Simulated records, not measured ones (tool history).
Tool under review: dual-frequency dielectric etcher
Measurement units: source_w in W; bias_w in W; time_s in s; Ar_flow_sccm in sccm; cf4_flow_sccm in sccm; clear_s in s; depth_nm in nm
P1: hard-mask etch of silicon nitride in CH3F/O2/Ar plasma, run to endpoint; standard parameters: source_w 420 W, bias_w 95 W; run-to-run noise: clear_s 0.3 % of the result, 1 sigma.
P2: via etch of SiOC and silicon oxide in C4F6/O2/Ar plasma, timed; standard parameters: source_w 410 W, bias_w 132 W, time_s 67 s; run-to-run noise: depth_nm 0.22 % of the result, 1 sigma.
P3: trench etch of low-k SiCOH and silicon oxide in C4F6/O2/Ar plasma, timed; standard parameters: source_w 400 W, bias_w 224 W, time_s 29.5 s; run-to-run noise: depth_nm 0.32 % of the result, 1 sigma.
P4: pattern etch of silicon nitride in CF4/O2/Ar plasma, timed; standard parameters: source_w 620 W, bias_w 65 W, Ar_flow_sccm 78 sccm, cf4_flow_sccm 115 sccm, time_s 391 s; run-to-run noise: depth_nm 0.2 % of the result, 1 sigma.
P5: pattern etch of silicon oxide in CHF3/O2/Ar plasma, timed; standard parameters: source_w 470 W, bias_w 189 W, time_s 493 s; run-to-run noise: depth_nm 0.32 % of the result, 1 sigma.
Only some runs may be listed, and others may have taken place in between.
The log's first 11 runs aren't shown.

run   hour  process  source_w  bias_w  time_s  Ar_flow_sccm  cf4_flow_sccm  clear_s  depth_nm
 12   57.4       P4       430      65     391            78            115             749.23
 13   62.5       P1       540      95                                         58.19
 14   68.5       P4       620      65     215            78            115             566.75
 15   72.9       P2       490     132      67                                          73.905
 16   77.9       P4       620      65     391            78             81             993.01
 17   80.9       P1       420      95                                        64.196
 18   85.9       P5       470     189     682                                          1238.2
 19   90.1       P1       420      95                                        64.356
 20   95.2       P3       400     224    29.5                                          96.556
 21  100.1       P2       410     132      91                                          93.477
 22  106.6       P4       620      65     391            61            115             1053.6
 23  111.1       P1       420      95                                        64.094
 24  117.9       P1       420      59                                        75.771
 25    123       P1       420     115                                        60.156
 26  126.4       P4       620      43     391            78            115             886.96
 27  131.2       P4       620      65     391            78            115             1025.1
 28  134.5       P3       400     224      16                                          52.542
 29  139.6       P2       410      86      67                                          61.091

Run 30 has not been measured yet. What should we expect?
 30  144.5       P5       470     189     493                                               ?

For run 30 the tool returned depth_nm 891.86 nm.

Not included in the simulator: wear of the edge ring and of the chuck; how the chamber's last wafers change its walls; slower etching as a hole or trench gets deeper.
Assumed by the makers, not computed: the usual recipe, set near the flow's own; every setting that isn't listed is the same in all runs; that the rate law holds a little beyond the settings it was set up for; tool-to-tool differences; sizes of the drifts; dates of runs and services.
